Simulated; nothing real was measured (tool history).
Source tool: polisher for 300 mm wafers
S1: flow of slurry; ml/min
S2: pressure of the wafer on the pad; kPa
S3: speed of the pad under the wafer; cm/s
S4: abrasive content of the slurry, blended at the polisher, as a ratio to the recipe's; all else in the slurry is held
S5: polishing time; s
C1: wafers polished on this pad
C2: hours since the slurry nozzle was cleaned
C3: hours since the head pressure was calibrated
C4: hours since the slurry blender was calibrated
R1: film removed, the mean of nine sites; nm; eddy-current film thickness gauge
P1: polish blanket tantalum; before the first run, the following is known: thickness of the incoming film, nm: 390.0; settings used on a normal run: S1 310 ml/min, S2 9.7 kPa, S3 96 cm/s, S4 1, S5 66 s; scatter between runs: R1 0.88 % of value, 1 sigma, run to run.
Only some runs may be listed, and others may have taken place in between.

{"run": 1, "hour": 9.3, "S1": 310, "S2": 9.7, "S3": 96, "S4": 1, "S5": 66, "C1": 991, "C2": 159.3, "C3": 190.1, "C4": 78.8, "R1": 61.202}
{"run": 2, "hour": 16.1, "S1": 410, "S2": 5.5, "S3": 96, "S4": 1, "S5": 66, "C1": 1088, "C2": 166.1, "C3": 196.9, "C4": 85.6, "R1": 35.856}
{"run": 3, "hour": 23.5, "S1": 310, "S2": 9.7, "S3": 46, "S4": 1, "S5": 66, "C1": 1193, "C2": 173.5, "C3": 204.3, "C4": 93, "R1": 29.385}
{"hour": 26.2, "done": "head pressure recalibrated"}
{"hour": 31.3, "done": "slurry nozzle cleaned"}
{"run": 4, "hour": 33.9, "S1": 485, "S2": 9.7, "S3": 96, "S4": 1, "S5": 66, "C1": 1341, "C2": 2.7, "C3": 7.8, "C4": 103.4, "R1": 62.605}
{"run": 5, "hour": 40.7, "S1": 310, "S2": 9.7, "S3": 144, "S4": 1, "S5": 66, "C1": 1437, "C2": 9.5, "C3": 14.6, "C4": 110.2, "R1": 94.087}
{"run": 6, "hour": 49.6, "S1": 310, "S2": 9.7, "S3": 96, "S4": 1, "S5": 66, "C1": 1563, "C2": 18.4, "C3": 23.5, "C4": 119.1, "R1": 61.695}
{"run": 7, "hour": 60.0, "S1": 310, "S2": 9.7, "S3": 96, "S4": 1, "S5": 66, "C1": 1711, "C2": 28.8, "C3": 33.9, "C4": 129.5, "R1": 61.494}
{"run": 8, "hour": 65.3, "S1": 310, "S2": 6.2, "S3": 96, "S4": 1, "S5": 66, "C1": 1786, "C2": 34.1, "C3": 39.2, "C4": 134.8, "R1": 39.255}
{"run": 9, "hour": 73.5, "S1": 310, "S2": 9.7, "S3": 96, "S4": 1, "S5": 98, "C1": 1903, "C2": 42.3, "C3": 47.4, "C4": 143, "R1": 91.467}
{"run": 10, "hour": 79.7, "S1": 310, "S2": 9.7, "S3": 96, "S4": 0.5, "S5": 66, "C1": 1991, "C2": 48.5, "C3": 53.6, "C4": 149.2, "R1": 47.67}
{"run": 11, "hour": 86.8, "S1": 310, "S2": 13.8, "S3": 96, "S4": 1, "S5": 66, "C1": 2092, "C2": 55.6, "C3": 60.7, "C4": 156.3, "R1": 88.49}
{"run": 12, "hour": 91.3, "S1": 310, "S2": 9.7, "S3": 96, "S4": 1, "S5": 66, "C1": 2156, "C2": 60.1, "C3": 65.2, "C4": 160.8, "R1": 61.855}
{"run": 13, "hour": 97.9, "S1": 310, "S2": 9.7, "S3": 96, "S4": 1, "S5": 66, "C1": 2249, "C2": 66.7, "C3": 71.8, "C4": 167.4, "R1": 60.561}
{"hour": 104.9, "done": "slurry blender recalibrated"}
{"run": 14, "hour": 106.9, "S1": 310, "S2": 9.7, "S3": 96, "S4": 1, "S5": 66, "C1": 2377, "C2": 75.7, "C3": 80.8, "C4": 2, "R1": 60.856}
{"run": 15, "hour": 113.2, "S1": 310, "S2": 9.7, "S3": 96, "S4": 1, "S5": 38, "C1": 2467, "C2": 82, "C3": 87.1, "C4": 8.3, "R1": 35.116}
{"run": 16, "hour": 118.3, "S1": 310, "S2": 9.7, "S3": 96, "S4": 1, "S5": 66, "C1": 2539, "C2": 87.1, "C3": 92.2, "C4": 13.4, "R1": 61.2}
{"run": 17, "hour": 124.3, "S1": 185, "S2": 9.7, "S3": 96, "S4": 1, "S5": 66, "C1": 2624, "C2": 93.1, "C3": 98.2, "C4": 19.4, "R1": 58.943}
{"run": 18, "hour": 128.9, "S1": 310, "S2": 9.7, "S3": 96, "S4": 1.35, "S5": 66, "C1": 2690, "C2": 97.7, "C3": 102.8, "C4": 24, "R1": 66.512}
{"run": 19, "hour": 135.3, "S1": 310, "S2": 9.7, "S3": 96, "S4": 1, "S5": 66, "C1": 2780, "C2": 104.1, "C3": 109.2, "C4": 30.4, "R1": 61.958}
{"run": 20, "hour": 140.9, "S1": 310, "S2": 9.7, "S3": 96, "S4": 1, "S5": 66, "C1": 2860, "C2": 109.7, "C3": 114.8, "C4": 36, "R1": 59.237}
{"run": 21, "hour": 149.0, "S1": 310, "S2": 9.7, "S3": 96, "S4": 1, "S5": 66, "C1": 2975, "C2": 117.8, "C3": 122.9, "C4": 44.1, "R1": 57.858}
{"run": 22, "hour": 158.0, "S1": 310, "S2": 9.7, "S3": 96, "S4": 1, "S5": 66, "C1": 3103, "C2": 126.8, "C3": 131.9, "C4": 53.1, "R1": 56.193}
{"run": 23, "hour": 165.9, "S1": 310, "S2": 9.7, "S3": 96, "S4": 1, "S5": 66, "C1": 3215, "C2": 134.7, "C3": 139.8, "C4": 61, "R1": 56.686}
{"run": 24, "hour": 172.0, "S1": 310, "S2": 9.7, "S3": 96, "S4": 1, "S5": 66, "C1": 3302, "C2": 140.8, "C3": 145.9, "C4": 67.1, "R1": 56.671}
{"hour": 174.4, "done": "head pressure recalibrated"}
{"hour": 176.3, "done": "slurry nozzle cleaned"}
{"run": 25, "hour": 181.4, "S1": 310, "S2": 9.7, "S3": 96, "S4": 1, "S5": 66, "C1": 3435, "C2": 5.2, "C3": 7.1, "C4": 76.5, "R1": 55.891}
{"run": 26, "hour": 190.9, "S1": 310, "S2": 9.7, "S3": 96, "S4": 1, "S5": 66, "C1": 3570, "C2": 14.7, "C3": 16.6, "C4": 86, "R1": 55.542}

Something has made what P1 gives creep away from where it was; the 2 causes below, each at its own stated size, fit the log equally well:
A: abrasive missing from the slurry, % = 27.2
B: removal rate lost through wear of the pad, % = 9.64
The onset of the drift is placed at about hour 135.3.
All other causes, with the reason each is excluded:
slurry flow missing at the pad, %: serviced at hour 176.3, after the drift had started, without restoring the earlier output
head's pressure below its setpoint, %: serviced at hour 174.4, after the drift had started, without restoring the earlier output

Which of the check runs below tells the causes apart, meaning the causes would give it clearly different results? Each run uses 3 wafers whose results are averaged, and each result is shown as a question mark.
{"run": "check 1", "hour": 200.4, "S1": 310, "S2": 9.7, "S3": 56, "S4": 1, "S5": 66, "R1": "?"}
{"run": "check 2", "hour": 200.4, "S1": 485, "S2": 9.7, "S3": 96, "S4": 1, "S5": 51, "R1": "?"}
{"run": "check 3", "hour": 200.4, "S1": 310, "S2": 13.1, "S3": 96, "S4": 0.6, "S5": 66, "R1": "?"}
{"run": "check 4", "hour": 200.4, "S1": 205, "S2": 9.7, "S3": 96, "S4": 1, "S5": 96, "R1": "?"}

What every check run would give for each of its results, assuming each possible cause in turn:
check=check_1 result=R1 if_A=32.446 if_B=32.448
check=check_2 result=R1 if_A=44.355 if_B=44.357
check=check_3 result=R1 if_A=61.054 if_B=63.413
check=check_4 result=R1 if_A=77.427 if_B=77.431
Smallest distance between any two causes, each pair judged by its most separating result, in per cent: check 1 0.01 %; check 2 0.01 %; check 3 3.79 %; check 4 0.01 %
Only check 3 tells the causes apart: in the others they would give nearly the same result.

Here is what check 3 returned: R1 63.449 nm. Which cause is it?

It was cause B: removal rate lost through wear of the pad, %.

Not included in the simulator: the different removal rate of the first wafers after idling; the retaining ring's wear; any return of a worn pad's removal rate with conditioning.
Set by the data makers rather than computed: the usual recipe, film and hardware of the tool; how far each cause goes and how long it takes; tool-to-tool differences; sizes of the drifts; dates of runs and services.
